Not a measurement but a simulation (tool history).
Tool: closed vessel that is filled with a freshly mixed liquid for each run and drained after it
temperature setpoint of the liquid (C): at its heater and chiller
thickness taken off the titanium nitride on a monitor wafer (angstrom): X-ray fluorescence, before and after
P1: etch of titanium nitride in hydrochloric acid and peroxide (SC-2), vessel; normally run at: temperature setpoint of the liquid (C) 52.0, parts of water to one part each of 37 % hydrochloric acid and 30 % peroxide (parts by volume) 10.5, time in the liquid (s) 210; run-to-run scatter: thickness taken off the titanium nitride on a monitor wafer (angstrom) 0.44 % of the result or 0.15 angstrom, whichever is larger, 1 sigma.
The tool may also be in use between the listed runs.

| run | hour | temperature setpoint of the liquid (C) | parts of water to one part each of 37 % hydrochloric acid and 30 % peroxide (parts by volume) | time in the liquid (s) | thickness taken off the titanium nitride on a monitor wafer (angstrom) |
|---|---|---|---|---|---|
| 1 | 4.6 | 52.0 | 10.5 | 210 | 104.460 |
| 2 | 10.8 | 52.0 | 18.5 | 210 | 63.180 |
| 3 | 17.3 | 52.0 | 4.0 | 210 | 216.100 |
| 4 | 24.3 | 64.0 | 10.5 | 35 | 37.121 |
| 5 | 31.9 | 52.0 | 10.5 | 385 | 189.980 |
| 6 | 38.6 | 52.0 | 6.0 | 350 | 269.400 |
| 7 | 44.8 | 36.5 | 10.5 | 75 | 12.856 |
|  | 49.0 | new drum of peroxide connected |
| 8 | 52.4 | 52.0 | 10.5 | 210 | 104.090 |
| 9 | 58.8 | 52.0 | 10.5 | 110 | 54.733 |
| 10 | 64.5 | 52.0 | 10.5 | 210 | 103.190 |
| 11 | 69.0 | 52.0 | 10.5 | 210 | 102.890 |
| 12 | 72.7 | 62.5 | 10.5 | 210 | 201.680 |
| 13 | 78.6 | 52.0 | 10.5 | 210 | 103.790 |
| 14 | 85.4 | 35.5 | 10.5 | 210 | 32.872 |
| 15 | 91.6 | 52.0 | 10.5 | 210 | 104.230 |
| 16 | 95.1 | 52.0 | 10.5 | 210 | 105.980 |
| 17 | 100.3 | 52.0 | 10.5 | 210 | 107.590 |
| 18 | 105.6 | 52.0 | 10.5 | 210 | 108.620 |
| 19 | 109.2 | 52.0 | 10.5 | 210 | 109.450 |
| 20 | 116.0 | 52.0 | 10.5 | 210 | 110.320 |
| 21 | 123.9 | 52.0 | 10.5 | 210 | 110.830 |
| 22 | 128.6 | 52.0 | 10.5 | 210 | 110.130 |
| 23 | 135.3 | 52.0 | 10.5 | 210 | 111.250 |
| 24 | 140.7 | 52.0 | 10.5 | 210 | 111.860 |

The next listed run, before its measurement:
| 25 | 146.6 | 52.0 | 10.5 | 210 | ? |

Run 25 gave thickness taken off the titanium nitride on a monitor wafer (angstrom) 111.230.
